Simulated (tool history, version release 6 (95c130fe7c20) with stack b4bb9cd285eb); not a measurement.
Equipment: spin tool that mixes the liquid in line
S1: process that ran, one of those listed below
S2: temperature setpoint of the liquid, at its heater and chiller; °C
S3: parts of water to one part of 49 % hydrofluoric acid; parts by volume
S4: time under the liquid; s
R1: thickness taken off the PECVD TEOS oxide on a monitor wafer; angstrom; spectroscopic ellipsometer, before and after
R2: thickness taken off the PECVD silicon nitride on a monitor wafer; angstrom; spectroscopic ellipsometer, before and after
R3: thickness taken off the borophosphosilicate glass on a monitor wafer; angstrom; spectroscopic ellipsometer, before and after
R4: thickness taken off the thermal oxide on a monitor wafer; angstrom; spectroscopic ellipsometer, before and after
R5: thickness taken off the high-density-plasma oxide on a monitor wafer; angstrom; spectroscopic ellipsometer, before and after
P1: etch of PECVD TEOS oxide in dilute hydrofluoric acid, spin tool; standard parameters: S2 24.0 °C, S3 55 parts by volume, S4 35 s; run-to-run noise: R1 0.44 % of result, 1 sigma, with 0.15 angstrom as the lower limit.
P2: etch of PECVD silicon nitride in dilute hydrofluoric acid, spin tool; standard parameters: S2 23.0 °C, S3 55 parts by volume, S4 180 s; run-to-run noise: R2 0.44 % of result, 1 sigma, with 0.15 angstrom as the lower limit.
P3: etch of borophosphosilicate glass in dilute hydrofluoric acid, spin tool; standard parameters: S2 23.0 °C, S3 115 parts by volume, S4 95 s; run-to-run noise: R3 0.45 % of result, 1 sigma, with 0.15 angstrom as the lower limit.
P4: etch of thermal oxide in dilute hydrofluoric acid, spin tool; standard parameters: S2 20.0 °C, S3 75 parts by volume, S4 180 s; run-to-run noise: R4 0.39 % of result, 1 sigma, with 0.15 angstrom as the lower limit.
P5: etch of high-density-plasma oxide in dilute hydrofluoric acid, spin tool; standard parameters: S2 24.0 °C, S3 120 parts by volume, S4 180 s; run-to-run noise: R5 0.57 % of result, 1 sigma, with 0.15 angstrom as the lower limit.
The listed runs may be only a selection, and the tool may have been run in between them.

run	hour	S1	S2	S3	S4	R1	R2	R3	R4	R5
1	16.9	P1	24.0	55	35	161.380				
2	29.3	P2	23.0	55	180		95.384			
3	37.7	P3	23.0	180	95			244.51		
4	54.6	P2	23.0	55	325		170.260			
5	66.5	P1	20.5	55	55	219.720				
6	82.8	P1	24.0	55	15	69.172				
7	96.9	P1	19.5	55	20	75.804				
8	114.6	P2	19.5	55	180		74.850			
9	131.7	P1	24.0	55	55	254.150				
10	140.6	P4	20.0	75	180				97.725	
11	150.6	P1	24.0	55	35	161.710				
12	167.2	P3	17.0	115	95			320.85		
13	183.3	P1	24.0	55	35	161.390				
14	194.5	P5	24.0	40	180					248.6100
15	211.2	P4	20.0	110	180				63.644	
16	221.2	P3	23.0	115	95			406.94		
17	231.3	P1	24.0	55	35	161.160				
18	245.7	P1	24.0	20	35	468.170				
19	256.3	P1	30.5	55	35	210.320				
20	266.1	P5	19.0	120	180					61.9710
21	276.1	P2	23.0	30	180		170.460			
# hour 279.3: hydrofluoric acid flow meter replaced
22	290.4	P3	23.0	115	180			770.64		
23	301.4	P1	24.0	55	35	162.220				
24	317.8	P1	24.0	80	15	45.693				
25	335.0	P4	20.0	75	70				38.108	
26	344.7	P4	20.0	75	180				97.957	
27	362.5	P2	23.0	55	180		95.086			
28	372.9	P4	26.0	75	180				124.670	
29	384.3	P5	24.0	120	180					74.9100
30	401.7	P1	24.0	55	35	161.600				
31	419.4	P1	24.0	105	35	79.346				
32	430.2	P5	24.0	120	20					7.9832
33	448.6	P1	18.0	55	35	124.110				
34	459.3	P1	24.0	55	35	161.830				
35	475.9	P1	24.0	55	35	161.080				
36	485.6	P1	24.0	55	35	165.770				
37	501.2	P1	24.0	55	35	170.040				
38	514.0	P1	24.0	55	35	174.060				
39	524.2	P1	24.0	55	35	175.740				
40	541.3	P1	24.0	55	35	175.490				
41	551.7	P1	24.0	55	35	177.520				
42	568.5	P1	24.0	55	35	176.420				
43	582.0	P1	24.0	55	35	175.690				

Something has made what P1 gives creep away from where it was; the 2 causes below, each at its own stated size, fit the log equally well:
A: hydrofluoric acid flow above the setpoint (%) = 8.94
B: liquid hotter than its thermometer reads (K) = 2.26
The gradual shift began around hour 475.9.

The check runs listed below each take one wafer, and their results are still question marks. Under which run would the listed causes lead to clearly different results?
check 1	595.5	P4	20.0	75	180				?	
check 2	595.5	P2	23.0	55	180		?			
check 3	595.5	P5	24.0	120	180					?
check 4	595.5	P3	23.0	115	95			?		

If the cause were each of the candidates in turn, the checks would give the following:
check	result	if A	if B
check 1	R4	107.020	107.100
check 2	R2	103.080	110.360
check 3	R5	82.6470	81.8100
check 4	R3	448.73	445.00
Separation of the two closest causes in each check, using whichever result separates them best: check 1 0.07 %; check 2 6.82 %; check 3 1.02 %; check 4 0.83 %
Only check 2 tells the causes apart: in the others they would give nearly the same result.

With check 2 done, the readings were: R2 103.280 angstrom. Identify which of the listed causes applies.

The correct cause is A, namely: hydrofluoric acid flow above the setpoint (%).
